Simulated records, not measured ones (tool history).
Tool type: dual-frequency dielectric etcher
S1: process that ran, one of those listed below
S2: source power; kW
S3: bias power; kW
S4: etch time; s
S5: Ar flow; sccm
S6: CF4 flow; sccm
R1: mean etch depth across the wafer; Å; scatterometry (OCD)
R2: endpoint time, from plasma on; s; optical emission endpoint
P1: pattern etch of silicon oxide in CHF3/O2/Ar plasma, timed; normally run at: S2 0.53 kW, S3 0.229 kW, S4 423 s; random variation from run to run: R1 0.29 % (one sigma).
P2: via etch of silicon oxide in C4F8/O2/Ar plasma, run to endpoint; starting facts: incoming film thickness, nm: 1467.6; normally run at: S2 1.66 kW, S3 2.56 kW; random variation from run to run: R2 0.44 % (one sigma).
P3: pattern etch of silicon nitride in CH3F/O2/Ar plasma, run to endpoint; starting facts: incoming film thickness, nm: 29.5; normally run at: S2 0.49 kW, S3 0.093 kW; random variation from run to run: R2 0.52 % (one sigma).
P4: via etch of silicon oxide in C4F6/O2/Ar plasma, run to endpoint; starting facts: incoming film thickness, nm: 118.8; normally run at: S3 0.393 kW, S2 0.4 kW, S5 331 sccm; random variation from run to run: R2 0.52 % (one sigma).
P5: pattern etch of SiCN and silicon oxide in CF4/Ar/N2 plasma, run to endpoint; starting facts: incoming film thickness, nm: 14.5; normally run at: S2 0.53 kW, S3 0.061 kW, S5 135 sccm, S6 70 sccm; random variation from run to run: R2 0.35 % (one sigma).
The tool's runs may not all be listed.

Run 1, hour 6.8: S1 P1, S2 0.53 kW, S3 0.229 kW, S4 423 s. Result: R1 8576.9 Å.
Run 2, hour 13.3: S1 P1, S2 0.53 kW, S3 0.229 kW, S4 423 s. Result: R1 8617.1 Å.
Run 3, hour 18.9: S1 P4, S2 0.29 kW, S3 0.393 kW, S5 331 sccm. Result: R2 33.143 s.
Run 4, hour 27.7: S1 P1, S2 0.53 kW, S3 0.229 kW, S4 423 s. Result: R1 8527.5 Å.
Run 5, hour 37.1: S1 P2, S2 1.66 kW, S3 2.56 kW. Result: R2 284.93 s.
Run 6, hour 46.4: S1 P5, S2 0.53 kW, S3 0.061 kW, S5 135 sccm, S6 70 sccm. Result: R2 16.259 s.
Run 7, hour 53.4: S1 P1, S2 0.32 kW, S3 0.229 kW, S4 423 s. Result: R1 7125.7 Å.
Run 8, hour 61.3: S1 P3, S2 0.49 kW, S3 0.128 kW. Result: R2 31.468 s.
Run 9, hour 66.6: S1 P1, S2 0.53 kW, S3 0.229 kW, S4 423 s. Result: R1 8578.2 Å.
Run 10, hour 71.2: S1 P1, S2 0.72 kW, S3 0.229 kW, S4 423 s. Result: R1 9639.5 Å.
Run 11, hour 77: S1 P3, S2 0.49 kW, S3 0.093 kW. Result: R2 35.417 s.
Run 12, hour 84.1: S1 P5, S2 0.53 kW, S3 0.061 kW, S5 135 sccm, S6 70 sccm. Result: R2 16.212 s.
Run 13, hour 93.3: S1 P4, S2 0.4 kW, S3 0.469 kW, S5 331 sccm. Result: R2 27.252 s.
Run 14, hour 99.5: S1 P5, S2 0.53 kW, S3 0.061 kW, S5 175 sccm, S6 70 sccm. Result: R2 16.951 s.
Run 15, hour 104.6: S1 P5, S2 0.53 kW, S3 0.047 kW, S5 135 sccm, S6 70 sccm. Result: R2 17.568 s.
Run 16, hour 114.2: S1 P3, S2 0.36 kW, S3 0.093 kW. Result: R2 39.32 s.
Run 17, hour 123.3: S1 P4, S2 0.4 kW, S3 0.393 kW, S5 331 sccm. Result: R2 28.919 s.
Run 18, hour 128.8: S1 P1, S2 0.7 kW, S3 0.306 kW, S4 423 s. Result: R1 10593 Å.
Run 19, hour 136.6: S1 P1, S2 0.53 kW, S3 0.302 kW, S4 423 s. Result: R1 9476.8 Å.
Run 20, hour 145.3: S1 P1, S2 0.4 kW, S3 0.152 kW, S4 423 s. Result: R1 6700.2 Å.
Run 21, hour 154.9: S1 P5, S2 0.32 kW, S3 0.061 kW, S5 135 sccm, S6 70 sccm. Result: R2 25.258 s.
Run 22, hour 161.6: S1 P2, S2 1.66 kW, S3 1.942 kW. Result: R2 308.47 s.
Run 23, hour 166.2: S1 P4, S2 0.4 kW, S3 0.393 kW, S5 441 sccm. Result: R2 30.245 s.
Run 24, hour 174: S1 P1, S2 0.53 kW, S3 0.229 kW, S4 323.5 s. Result: R1 6573.9 Å.
Run 25, hour 183: S1 P2, S2 1.24 kW, S3 2.56 kW. Result: R2 319.06 s.
Run 26, hour 192.4: S1 P1, S2 0.53 kW, S3 0.229 kW, S4 423 s. Result: R1 8579.9 Å.
Run 27, hour 198.4: S1 P1, S2 0.53 kW, S3 0.159 kW, S4 423 s. Result: R1 7577.9 Å.
Run 28, hour 205: S1 P2, S2 1.66 kW, S3 2.56 kW. Result: R2 285.25 s.
Run 29, hour 209.2: S1 P1, S2 0.53 kW, S3 0.229 kW, S4 423 s. Result: R1 8629.4 Å.
Run 30, hour 218.4: S1 P5, S2 0.53 kW, S3 0.061 kW, S5 135 sccm, S6 91 sccm. Result: R2 15.507 s.
Run 31, hour 225.7: S1 P1, S2 0.53 kW, S3 0.229 kW, S4 589 s. Result: R1 11948 Å.
Run 32, hour 232.3: S1 P1, S2 0.53 kW, S3 0.229 kW, S4 423 s. Result: R1 8646.8 Å.
Run 33, hour 238.9: S1 P1, S2 0.53 kW, S3 0.229 kW, S4 423 s. Result: R1 8608.7 Å.
Run 34, hour 245.2: S1 P1, S2 0.53 kW, S3 0.229 kW, S4 423 s. Result: R1 8632.9 Å.
Run 35, hour 254.4: S1 P1, S2 0.53 kW, S3 0.229 kW, S4 423 s. Result: R1 8664.3 Å.
Run 36, hour 259.3: S1 P1, S2 0.53 kW, S3 0.229 kW, S4 423 s. Result: R1 8681.6 Å.
Run 37, hour 267.8: S1 P1, S2 0.53 kW, S3 0.229 kW, S4 423 s. Result: R1 8690.3 Å.
Run 38, hour 272.2: S1 P1, S2 0.53 kW, S3 0.229 kW, S4 423 s. Result: R1 8688.8 Å.
At hour 278.5: wet clean of the chamber.
Run 39, hour 278.8: S1 P1, S2 0.53 kW, S3 0.229 kW, S4 423 s. Result: R1 8688.5 Å.
Run 40, hour 285.7: S1 P1, S2 0.53 kW, S3 0.229 kW, S4 423 s. Result: R1 8673.5 Å.
Run 41, hour 294.1: S1 P1, S2 0.53 kW, S3 0.229 kW, S4 423 s. Result: R1 8710.5 Å.
Run 42, hour 302.4: S1 P1, S2 0.53 kW, S3 0.229 kW, S4 423 s. Result: R1 8717.5 Å.

Something has made what P1 gives creep away from where it was; the 2 causes below, each at its own stated size, fit the log equally well:
A: bias power that arrives over what is set, % = 4.59
B: source power that arrives over what is set, % = 4.33
The drift started at roughly hour 238.9.
Every other cause this tool's parts could produce, and why it does not fit the log:
chamber walls in a state that raises the etch rate, %: serviced at hour 278.5, after the change had begun; the process did not return to its earlier output

Which of the 4 check runs listed below, each an average over 2 wafers with its results shown as question marks, gives clearly different results under the different listed causes?
Run check 1, hour 310.7: S1 P3, S2 0.49 kW, S3 0.093 kW. Result: R2 ?.
Run check 2, hour 310.7: S1 P5, S2 0.53 kW, S3 0.061 kW, S5 135 sccm, S6 70 sccm. Result: R2 ?.
Run check 3, hour 310.7: S1 P2, S2 1.66 kW, S3 2.56 kW. Result: R2 ?.
Run check 4, hour 310.7: S1 P4, S2 0.4 kW, S3 0.393 kW, S5 331 sccm. Result: R2 ?.

If the cause were each of the candidates in turn, the checks would give the following:
  check  result    if A    if B
check 1      R2  34.708  34.714
check 2      R2   15.97   15.62
check 3      R2  280.68  279.87
check 4      R2  28.762  28.774
Gap, in per cent, between the two causes that each check separates least, read from the result that separates them most: check 1 0.02 %; check 2 2.22 %; check 3 0.29 %; check 4 0.04 %
Of the check runs offered, only check 2 discriminates between the causes; the rest would read about the same regardless of which cause applies.

Here is what check 2 returned: R2 15.613 s. Which cause is it?

The correct cause is B, namely: source power that arrives over what is set, %.
